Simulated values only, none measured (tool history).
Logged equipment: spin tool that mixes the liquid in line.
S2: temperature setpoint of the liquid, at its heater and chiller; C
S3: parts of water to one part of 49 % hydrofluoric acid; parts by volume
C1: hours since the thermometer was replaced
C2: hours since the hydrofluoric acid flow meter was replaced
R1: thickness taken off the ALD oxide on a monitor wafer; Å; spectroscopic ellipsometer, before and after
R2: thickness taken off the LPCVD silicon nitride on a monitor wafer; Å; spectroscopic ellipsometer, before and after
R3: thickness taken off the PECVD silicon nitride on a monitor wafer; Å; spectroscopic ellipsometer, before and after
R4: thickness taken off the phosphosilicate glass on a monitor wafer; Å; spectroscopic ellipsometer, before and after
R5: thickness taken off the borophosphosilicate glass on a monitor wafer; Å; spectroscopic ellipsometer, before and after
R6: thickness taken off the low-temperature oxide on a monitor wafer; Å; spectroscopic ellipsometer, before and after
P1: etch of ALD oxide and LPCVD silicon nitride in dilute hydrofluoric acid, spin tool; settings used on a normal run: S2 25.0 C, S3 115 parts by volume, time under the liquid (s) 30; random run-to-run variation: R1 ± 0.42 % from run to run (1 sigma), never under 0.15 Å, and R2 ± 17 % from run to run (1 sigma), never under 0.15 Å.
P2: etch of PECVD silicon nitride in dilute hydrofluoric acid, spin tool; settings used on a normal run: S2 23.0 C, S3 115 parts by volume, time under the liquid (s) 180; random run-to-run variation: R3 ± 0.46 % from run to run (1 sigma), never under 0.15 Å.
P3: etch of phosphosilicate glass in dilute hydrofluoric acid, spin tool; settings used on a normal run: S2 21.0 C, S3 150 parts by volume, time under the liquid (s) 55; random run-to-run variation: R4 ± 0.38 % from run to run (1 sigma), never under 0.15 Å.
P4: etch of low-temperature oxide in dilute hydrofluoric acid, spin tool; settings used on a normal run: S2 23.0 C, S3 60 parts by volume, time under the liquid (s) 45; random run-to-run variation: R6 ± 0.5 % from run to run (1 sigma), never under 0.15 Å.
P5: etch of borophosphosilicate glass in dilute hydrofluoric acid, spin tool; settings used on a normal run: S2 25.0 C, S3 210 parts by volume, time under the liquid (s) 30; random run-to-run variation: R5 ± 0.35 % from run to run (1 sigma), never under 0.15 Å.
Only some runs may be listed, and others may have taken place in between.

{"run": 1, "hour": 3.1, "process that ran": "P1", "S2": 25.0, "S3": 115, "time under the liquid (s)": 30, "C1": 622.8, "C2": 175.7, "R1": 84.618, "R2": 1.1732}
{"run": 2, "hour": 5.6, "process that ran": "P1", "S2": 19.0, "S3": 115, "time under the liquid (s)": 30, "C1": 625.3, "C2": 178.2, "R1": 66.162, "R2": 0.3818}
{"run": 3, "hour": 8.2, "process that ran": "P2", "S2": 23.0, "S3": 115, "time under the liquid (s)": 40, "C1": 627.9, "C2": 180.8, "R3": 13.118}
{"run": 4, "hour": 11.4, "process that ran": "P1", "S2": 25.0, "S3": 115, "time under the liquid (s)": 30, "C1": 631.1, "C2": 184.0, "R1": 83.84, "R2": 1.3384}
{"run": 5, "hour": 13.5, "process that ran": "P3", "S2": 21.0, "S3": 230, "time under the liquid (s)": 55, "C1": 633.2, "C2": 186.1, "R4": 208.49}
{"run": 6, "hour": 16.5, "process that ran": "P1", "S2": 30.0, "S3": 115, "time under the liquid (s)": 55, "C1": 636.2, "C2": 189.1, "R1": 184.93, "R2": 2.8345}
{"run": 7, "hour": 18.5, "process that ran": "P5", "S2": 25.0, "S3": 75, "time under the liquid (s)": 30, "C1": 638.2, "C2": 191.1, "R5": 239.3}
{"run": 8, "hour": 20.9, "process that ran": "P1", "S2": 25.0, "S3": 115, "time under the liquid (s)": 30, "C1": 640.6, "C2": 193.5, "R1": 84.043, "R2": 1.1787}
{"run": 9, "hour": 23.3, "process that ran": "P4", "S2": 23.0, "S3": 60, "time under the liquid (s)": 45, "C1": 643.0, "C2": 195.9, "R6": 91.864}
{"run": 10, "hour": 26.6, "process that ran": "P1", "S2": 25.0, "S3": 115, "time under the liquid (s)": 50, "C1": 646.3, "C2": 199.2, "R1": 139.61, "R2": 3.2092}
{"run": 11, "hour": 28.8, "process that ran": "P1", "S2": 25.0, "S3": 200, "time under the liquid (s)": 30, "C1": 648.5, "C2": 201.4, "R1": 43.62, "R2": 0.38764}
{"run": 12, "hour": 31.6, "process that ran": "P5", "S2": 25.0, "S3": 210, "time under the liquid (s)": 30, "C1": 651.3, "C2": 204.2, "R5": 72.917}
{"run": 13, "hour": 34.9, "process that ran": "P2", "S2": 23.0, "S3": 115, "time under the liquid (s)": 180, "C1": 654.6, "C2": 207.5, "R3": 58.76}
{"run": 14, "hour": 37.5, "process that ran": "P2", "S2": 23.0, "S3": 45, "time under the liquid (s)": 180, "C1": 657.2, "C2": 210.1, "R3": 145.85}
{"run": 15, "hour": 39.9, "process that ran": "P5", "S2": 17.0, "S3": 210, "time under the liquid (s)": 30, "C1": 659.6, "C2": 212.5, "R5": 53.624}
{"run": 16, "hour": 43.0, "process that ran": "P3", "S2": 17.0, "S3": 150, "time under the liquid (s)": 55, "C1": 662.7, "C2": 215.6, "R4": 293.92}
{"run": 17, "hour": 46.5, "process that ran": "P5", "S2": 25.0, "S3": 210, "time under the liquid (s)": 30, "C1": 666.2, "C2": 219.1, "R5": 72.927}
{"run": 18, "hour": 49.8, "process that ran": "P3", "S2": 21.0, "S3": 150, "time under the liquid (s)": 15, "C1": 669.5, "C2": 222.4, "R4": 94.199}
{"run": 19, "hour": 53.9, "process that ran": "P1", "S2": 25.0, "S3": 115, "time under the liquid (s)": 15, "C1": 673.6, "C2": 226.5, "R1": 41.977, "R2": 0.69319}
{"run": 20, "hour": 57.1, "process that ran": "P1", "S2": 31.5, "S3": 115, "time under the liquid (s)": 30, "C1": 676.8, "C2": 229.7, "R1": 107.17, "R2": 2.035}
{"run": 21, "hour": 60.7, "process that ran": "P3", "S2": 21.0, "S3": 150, "time under the liquid (s)": 55, "C1": 680.4, "C2": 233.3, "R4": 345.64}
{"run": 22, "hour": 64.3, "process that ran": "P3", "S2": 21.0, "S3": 150, "time under the liquid (s)": 55, "C1": 684.0, "C2": 236.9, "R4": 345.36}
{"run": 23, "hour": 66.2, "process that ran": "P5", "S2": 25.0, "S3": 210, "time under the liquid (s)": 45, "C1": 685.9, "C2": 238.8, "R5": 109.58}
{"run": 24, "hour": 69.9, "process that ran": "P4", "S2": 29.0, "S3": 60, "time under the liquid (s)": 45, "C1": 689.6, "C2": 242.5, "R6": 116.12}
{"run": 25, "hour": 73.9, "process that ran": "P4", "S2": 23.0, "S3": 60, "time under the liquid (s)": 45, "C1": 693.6, "C2": 246.5, "R6": 90.911}
{"run": 26, "hour": 76.0, "process that ran": "P4", "S2": 23.0, "S3": 60, "time under the liquid (s)": 85, "C1": 695.7, "C2": 248.6, "R6": 172.53}
{"run": 27, "hour": 79.2, "process that ran": "P2", "S2": 23.0, "S3": 115, "time under the liquid (s)": 180, "C1": 698.9, "C2": 251.8, "R3": 58.065}
{"run": 28, "hour": 83.1, "process that ran": "P1", "S2": 25.0, "S3": 20, "time under the liquid (s)": 30, "C1": 702.8, "C2": 255.7, "R1": 548.09, "R2": 7.4216}
{"run": 29, "hour": 85.9, "process that ran": "P2", "S2": 31.0, "S3": 115, "time under the liquid (s)": 180, "C1": 705.6, "C2": 258.5, "R3": 97.721}
{"run": 30, "hour": 89.2, "process that ran": "P1", "S2": 25.0, "S3": 115, "time under the liquid (s)": 30, "C1": 708.9, "C2": 261.8, "R1": 83.611, "R2": 1.277}
{"run": 31, "hour": 91.5, "process that ran": "P4", "S2": 23.0, "S3": 30, "time under the liquid (s)": 45, "C1": 711.2, "C2": 264.1, "R6": 189.98}
{"run": 32, "hour": 93.5, "process that ran": "P1", "S2": 25.0, "S3": 115, "time under the liquid (s)": 30, "C1": 713.2, "C2": 266.1, "R1": 83.735, "R2": 1.2897}
{"run": 33, "hour": 97.0, "process that ran": "P1", "S2": 25.0, "S3": 115, "time under the liquid (s)": 30, "C1": 716.7, "C2": 269.6, "R1": 87.728, "R2": 1.0952}
{"run": 34, "hour": 100.8, "process that ran": "P1", "S2": 25.0, "S3": 115, "time under the liquid (s)": 30, "C1": 720.5, "C2": 273.4, "R1": 89.083, "R2": 1.7154}
{"run": 35, "hour": 102.9, "process that ran": "P1", "S2": 25.0, "S3": 115, "time under the liquid (s)": 30, "C1": 722.6, "C2": 275.5, "R1": 89.601, "R2": 1.2497}
{"run": 36, "hour": 105.4, "process that ran": "P1", "S2": 25.0, "S3": 115, "time under the liquid (s)": 30, "C1": 725.1, "C2": 278.0, "R1": 90.14, "R2": 1.3225}
{"run": 37, "hour": 107.6, "process that ran": "P1", "S2": 25.0, "S3": 115, "time under the liquid (s)": 30, "C1": 727.3, "C2": 280.2, "R1": 91.237, "R2": 1.048}

Run 38, settings as shown, results not yet in. Your forecast:
{"run": 38, "hour": 109.5, "process that ran": "P1", "S2": 25.0, "S3": 115, "time under the liquid (s)": 30, "C1": 729.2, "C2": 282.1, "R1": "?", "R2": "?"}

Run 38 produced R1 90.840 Å, R2 1.27560 Å.

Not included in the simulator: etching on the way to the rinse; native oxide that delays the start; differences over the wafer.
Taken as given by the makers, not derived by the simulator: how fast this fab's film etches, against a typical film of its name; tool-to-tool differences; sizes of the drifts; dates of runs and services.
